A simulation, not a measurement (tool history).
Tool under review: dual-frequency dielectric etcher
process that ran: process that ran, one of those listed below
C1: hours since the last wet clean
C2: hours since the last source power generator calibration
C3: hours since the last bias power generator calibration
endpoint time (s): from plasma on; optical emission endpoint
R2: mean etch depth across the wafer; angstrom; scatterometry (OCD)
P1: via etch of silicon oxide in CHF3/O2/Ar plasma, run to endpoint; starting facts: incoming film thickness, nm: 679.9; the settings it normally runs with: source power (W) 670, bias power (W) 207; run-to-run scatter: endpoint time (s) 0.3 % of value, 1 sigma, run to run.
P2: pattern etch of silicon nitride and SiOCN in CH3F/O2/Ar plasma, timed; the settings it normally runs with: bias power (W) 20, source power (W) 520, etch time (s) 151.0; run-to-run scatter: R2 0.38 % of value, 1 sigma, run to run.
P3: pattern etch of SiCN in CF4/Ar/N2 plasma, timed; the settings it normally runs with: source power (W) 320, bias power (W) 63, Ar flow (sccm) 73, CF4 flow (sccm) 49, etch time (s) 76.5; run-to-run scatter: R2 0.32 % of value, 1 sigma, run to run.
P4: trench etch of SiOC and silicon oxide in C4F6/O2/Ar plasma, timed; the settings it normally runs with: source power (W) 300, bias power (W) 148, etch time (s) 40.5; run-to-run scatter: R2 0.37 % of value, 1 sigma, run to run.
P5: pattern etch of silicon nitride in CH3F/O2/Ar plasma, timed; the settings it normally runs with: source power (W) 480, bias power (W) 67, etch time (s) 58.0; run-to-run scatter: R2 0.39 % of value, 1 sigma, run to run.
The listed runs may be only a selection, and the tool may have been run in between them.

run 1 day=0.558 | process_that_ran=P1 source_power_(W)=670 bias_power_(W)=207 | C1=341.1 C2=863.3 C3=1004.2 | endpoint_time_(s)=313.48
run 2 day=1.000 | process_that_ran=P5 source_power_(W)=370 bias_power_(W)=67 etch_time_(s)=58.0 | C1=351.7 C2=873.9 C3=1014.8 | R2=389.22
run 3 day=1.500 | process_that_ran=P4 source_power_(W)=300 bias_power_(W)=148 etch_time_(s)=40.5 | C1=363.7 C2=885.9 C3=1026.8 | R2=659.74
run 4 day=1.767 | process_that_ran=P5 source_power_(W)=480 bias_power_(W)=67 etch_time_(s)=58.0 | C1=370.1 C2=892.3 C3=1033.2 | R2=428.84
run 5 day=2.283 | process_that_ran=P1 source_power_(W)=670 bias_power_(W)=162 | C1=382.5 C2=904.7 C3=1045.6 | endpoint_time_(s)=341.54
run 6 day=2.821 | process_that_ran=P3 source_power_(W)=320 bias_power_(W)=83 etch_time_(s)=76.5 Ar_flow_(sccm)=73 CF4_flow_(sccm)=49 | C1=395.4 C2=917.6 C3=1058.5 | R2=539.67
run 7 day=3.308 | process_that_ran=P2 source_power_(W)=520 bias_power_(W)=20 etch_time_(s)=94.5 | C1=407.1 C2=929.3 C3=1070.2 | R2=134.10
run 8 day=3.708 | process_that_ran=P3 source_power_(W)=320 bias_power_(W)=63 etch_time_(s)=76.5 Ar_flow_(sccm)=73 CF4_flow_(sccm)=49 | C1=416.7 C2=938.9 C3=1079.8 | R2=484.74
run 9 day=3.962 | process_that_ran=P1 source_power_(W)=470 bias_power_(W)=207 | C1=422.8 C2=945.0 C3=1085.9 | endpoint_time_(s)=359.01
run 10 day=4.471 | process_that_ran=P1 source_power_(W)=670 bias_power_(W)=293 | C1=435.0 C2=957.2 C3=1098.1 | endpoint_time_(s)=278.31
run 11 day=4.758 | process_that_ran=P1 source_power_(W)=860 bias_power_(W)=207 | C1=441.9 C2=964.1 C3=1105.0 | endpoint_time_(s)=284.58
run 12 day=5.262 | process_that_ran=P2 source_power_(W)=730 bias_power_(W)=20 etch_time_(s)=151.0 | C1=454.0 C2=976.2 C3=1117.1 | R2=242.92
run 13 day=5.512 | process_that_ran=P5 source_power_(W)=480 bias_power_(W)=67 etch_time_(s)=32.0 | C1=460.0 C2=982.2 C3=1123.1 | R2=238.91
run 14 day=5.762 | process_that_ran=P2 source_power_(W)=520 bias_power_(W)=25 etch_time_(s)=151.0 | C1=466.0 C2=988.2 C3=1129.1 | R2=237.58
run 15 day=6.233 | process_that_ran=P4 source_power_(W)=200 bias_power_(W)=148 etch_time_(s)=40.5 | C1=477.3 C2=999.5 C3=1140.4 | R2=566.75
run 16 day=6.592 | process_that_ran=P1 source_power_(W)=870 bias_power_(W)=157 | C1=485.9 C2=1008.1 C3=1149.0 | endpoint_time_(s)=309.76
run 17 day=6.900 | process_that_ran=P1 source_power_(W)=790 bias_power_(W)=244 | C1=493.3 C2=1015.5 C3=1156.4 | endpoint_time_(s)=278.43
run 18 day=7.417 | process_that_ran=P4 source_power_(W)=300 bias_power_(W)=148 etch_time_(s)=40.5 | C1=505.7 C2=1027.9 C3=1168.8 | R2=665.66
run 19 day=7.854 | process_that_ran=P4 source_power_(W)=300 bias_power_(W)=89 etch_time_(s)=40.5 | C1=516.2 C2=1038.4 C3=1179.3 | R2=571.10
run 20 day=8.367 | process_that_ran=P1 source_power_(W)=670 bias_power_(W)=207 | C1=528.5 C2=1050.7 C3=1191.6 | endpoint_time_(s)=315.97
run 21 day=8.654 | process_that_ran=P3 source_power_(W)=320 bias_power_(W)=63 etch_time_(s)=76.5 Ar_flow_(sccm)=73 CF4_flow_(sccm)=49 | C1=535.4 C2=1057.6 C3=1198.5 | R2=490.06
run 22 day=8.958 | process_that_ran=P2 source_power_(W)=520 bias_power_(W)=20 etch_time_(s)=151.0 | C1=542.7 C2=1064.9 C3=1205.8 | R2=214.02
run 23 day=9.525 | process_that_ran=P3 source_power_(W)=320 bias_power_(W)=63 etch_time_(s)=105.5 Ar_flow_(sccm)=73 CF4_flow_(sccm)=49 | C1=556.3 C2=1078.5 C3=1219.4 | R2=673.55
run 24 day=9.779 | process_that_ran=P1 source_power_(W)=670 bias_power_(W)=207 | C1=562.4 C2=1084.6 C3=1225.5 | endpoint_time_(s)=316.33
run 25 day=10.354 | process_that_ran=P3 source_power_(W)=320 bias_power_(W)=63 etch_time_(s)=76.5 Ar_flow_(sccm)=73 CF4_flow_(sccm)=40 | C1=576.2 C2=1098.4 C3=1239.3 | R2=472.49
run 26 day=10.904 | process_that_ran=P1 source_power_(W)=670 bias_power_(W)=207 | C1=589.4 C2=1111.6 C3=1252.5 | endpoint_time_(s)=311.92
run 27 day=11.167 | process_that_ran=P3 source_power_(W)=210 bias_power_(W)=63 etch_time_(s)=76.5 Ar_flow_(sccm)=73 CF4_flow_(sccm)=49 | C1=595.7 C2=1117.9 C3=1258.8 | R2=336.87
run 28 day=11.633 | process_that_ran=P1 source_power_(W)=670 bias_power_(W)=207 | C1=606.9 C2=1129.1 C3=1270.0 | endpoint_time_(s)=313.03
run 29 day=12.133 | process_that_ran=P5 source_power_(W)=480 bias_power_(W)=87 etch_time_(s)=58.0 | C1=618.9 C2=1141.1 C3=1282.0 | R2=472.71
run 30 day=12.667 | process_that_ran=P1 source_power_(W)=670 bias_power_(W)=207 | C1=631.7 C2=1153.9 C3=1294.8 | endpoint_time_(s)=314.72
run 31 day=12.912 | process_that_ran=P3 source_power_(W)=320 bias_power_(W)=63 etch_time_(s)=76.5 Ar_flow_(sccm)=44 CF4_flow_(sccm)=49 | C1=637.6 C2=1159.8 C3=1300.7 | R2=522.05
run 32 day=13.333 | process_that_ran=P2 source_power_(W)=520 bias_power_(W)=20 etch_time_(s)=151.0 | C1=647.7 C2=1169.9 C3=1310.8 | R2=213.53
run 33 day=13.812 | process_that_ran=P4 source_power_(W)=300 bias_power_(W)=148 etch_time_(s)=52.5 | C1=659.2 C2=1181.4 C3=1322.3 | R2=860.58
run 34 day=14.071 | process_that_ran=P1 source_power_(W)=670 bias_power_(W)=207 | C1=665.4 C2=1187.6 C3=1328.5 | endpoint_time_(s)=314.29
run 35 day=14.592 | process_that_ran=P1 source_power_(W)=670 bias_power_(W)=207 | C1=677.9 C2=1200.1 C3=1341.0 | endpoint_time_(s)=314.14
run 36 day=14.971 | process_that_ran=P1 source_power_(W)=670 bias_power_(W)=207 | C1=687.0 C2=1209.2 C3=1350.1 | endpoint_time_(s)=316.30
run 37 day=15.338 | process_that_ran=P1 source_power_(W)=670 bias_power_(W)=207 | C1=695.8 C2=1218.0 C3=1358.9 | endpoint_time_(s)=317.50
run 38 day=15.825 | process_that_ran=P1 source_power_(W)=670 bias_power_(W)=207 | C1=707.5 C2=1229.7 C3=1370.6 | endpoint_time_(s)=317.92
-- day=16.092 wet clean of the chamber
run 39 day=16.096 | process_that_ran=P1 source_power_(W)=670 bias_power_(W)=207 | C1=0.2 C2=1236.2 C3=1377.1 | endpoint_time_(s)=319.66
run 40 day=16.421 | process_that_ran=P1 source_power_(W)=670 bias_power_(W)=207 | C1=8.0 C2=1244.0 C3=1384.9 | endpoint_time_(s)=317.93
run 41 day=16.900 | process_that_ran=P1 source_power_(W)=670 bias_power_(W)=207 | C1=19.5 C2=1255.5 C3=1396.4 | endpoint_time_(s)=318.31
run 42 day=17.246 | process_that_ran=P1 source_power_(W)=670 bias_power_(W)=207 | C1=27.8 C2=1263.8 C3=1404.7 | endpoint_time_(s)=317.50
run 43 day=17.579 | process_that_ran=P1 source_power_(W)=670 bias_power_(W)=207 | C1=35.8 C2=1271.8 C3=1412.7 | endpoint_time_(s)=319.00
run 44 day=17.950 | process_that_ran=P1 source_power_(W)=670 bias_power_(W)=207 | C1=44.7 C2=1280.7 C3=1421.6 | endpoint_time_(s)=318.00
run 45 day=18.458 | process_that_ran=P1 source_power_(W)=670 bias_power_(W)=207 | C1=56.9 C2=1292.9 C3=1433.8 | endpoint_time_(s)=318.31

What P1 gives has crept off from where it sat before. The 2 causes that follow fit the log equally well, each at the size noted:
A: source power that arrives under what is set, % = 4.1
B: bias power that arrives under what is set, % = 4.55
Creep in the process output first set in at about day 14.071.
All other causes, with the reason each is excluded:
chamber walls in a state that lowers the etch rate, %: serviced at day 16.092, after the drift had started, without restoring the earlier output

Of the 4 check runs below, each run on 2 wafers with the results averaged and each result still a question mark, which one would tell the listed causes apart?
run check 1 day=18.967 | process_that_ran=P4 source_power_(W)=300 bias_power_(W)=100 etch_time_(s)=40.5 | R2=?
run check 2 day=18.967 | process_that_ran=P3 source_power_(W)=270 bias_power_(W)=63 etch_time_(s)=76.5 Ar_flow_(sccm)=73 CF4_flow_(sccm)=49 | R2=?
run check 3 day=18.967 | process_that_ran=P2 source_power_(W)=520 bias_power_(W)=24 etch_time_(s)=151.0 | R2=?
run check 4 day=18.967 | process_that_ran=P5 source_power_(W)=480 bias_power_(W)=80 etch_time_(s)=32.0 | R2=?

If the cause were each of the candidates in turn, the checks would give the following:
check=check_1 result=R2 if_A=582.11 if_B=584.31
check=check_2 result=R2 if_A=404.54 if_B=412.86
check=check_3 result=R2 if_A=228.48 if_B=227.10
check=check_4 result=R2 if_A=248.93 if_B=248.88
How far apart the two closest causes lie, in the result that separates them most: check 1 0.38 %; check 2 2.04 %; check 3 0.61 %; check 4 0.02 %
Only in check 2 would the causes give clearly different results; in the remaining checks their results would be nearly the same.

Check 2 has now been run. It gave: R2 414.50 angstrom. Which of the candidate causes is it?

B is the cause: bias power that arrives under what is set, %.
